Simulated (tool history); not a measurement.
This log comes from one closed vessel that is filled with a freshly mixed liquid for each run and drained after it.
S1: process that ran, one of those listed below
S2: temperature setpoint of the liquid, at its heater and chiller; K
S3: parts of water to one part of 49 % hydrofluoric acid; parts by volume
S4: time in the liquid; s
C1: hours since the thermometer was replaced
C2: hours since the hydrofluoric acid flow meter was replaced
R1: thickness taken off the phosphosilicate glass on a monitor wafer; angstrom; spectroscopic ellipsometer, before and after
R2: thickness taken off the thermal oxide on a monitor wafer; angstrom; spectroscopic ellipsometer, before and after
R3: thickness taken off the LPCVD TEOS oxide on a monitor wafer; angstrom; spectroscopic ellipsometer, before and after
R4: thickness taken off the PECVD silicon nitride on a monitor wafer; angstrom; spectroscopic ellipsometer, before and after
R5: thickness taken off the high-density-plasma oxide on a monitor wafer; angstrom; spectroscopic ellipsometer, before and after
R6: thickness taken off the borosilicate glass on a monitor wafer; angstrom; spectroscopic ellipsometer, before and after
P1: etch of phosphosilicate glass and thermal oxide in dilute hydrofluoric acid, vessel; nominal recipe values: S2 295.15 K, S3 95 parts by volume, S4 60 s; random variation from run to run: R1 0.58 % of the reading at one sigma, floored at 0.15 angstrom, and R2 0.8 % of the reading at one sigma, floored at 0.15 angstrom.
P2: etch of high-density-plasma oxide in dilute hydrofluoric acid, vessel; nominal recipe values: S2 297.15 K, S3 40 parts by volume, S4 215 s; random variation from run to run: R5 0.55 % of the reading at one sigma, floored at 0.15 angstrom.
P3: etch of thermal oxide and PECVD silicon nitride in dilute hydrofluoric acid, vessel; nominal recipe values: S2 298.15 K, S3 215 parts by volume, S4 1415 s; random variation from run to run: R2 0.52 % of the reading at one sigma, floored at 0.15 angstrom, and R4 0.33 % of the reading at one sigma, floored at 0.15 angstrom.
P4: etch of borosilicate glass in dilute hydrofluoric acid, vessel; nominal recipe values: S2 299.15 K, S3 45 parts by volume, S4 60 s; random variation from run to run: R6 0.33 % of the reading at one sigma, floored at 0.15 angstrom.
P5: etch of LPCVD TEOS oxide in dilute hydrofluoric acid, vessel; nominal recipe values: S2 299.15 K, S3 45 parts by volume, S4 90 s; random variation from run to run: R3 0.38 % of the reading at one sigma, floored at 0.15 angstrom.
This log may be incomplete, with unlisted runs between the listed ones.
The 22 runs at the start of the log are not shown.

run	hour	S1	S2	S3	S4	C1	C2	R1	R2	R3	R4	R5	R6
23	193.4	P1	295.15	95	85	1547.5	821.1	1698.1	42.112				
24	203.7	P1	295.15	95	30	1557.8	831.4	598.97	14.903				
# hour 204.9: thermometer replaced
25	211.8	P4	299.15	45	95	6.9	839.5						937.48
26	220.4	P4	306.15	45	60	15.5	848.1						773.07
27	230.9	P5	299.15	45	90	26	858.6			408.67			
28	237	P1	295.15	95	60	32.1	864.7	1199.2	29.822				
29	248.8	P5	306.65	45	90	43.9	876.5			547.31			
30	257.7	P1	295.15	95	60	52.8	885.4	1186.9	29.859				
31	263.8	P1	295.15	95	60	58.9	891.5	1239.7	30.525				

Run 32, settings as shown, results not yet in. Your forecast:
32	270.6	P1	295.15	95	60	65.7	898.3	?	?				

R1: 1262.8 angstrom
R2: 31.477 angstrom
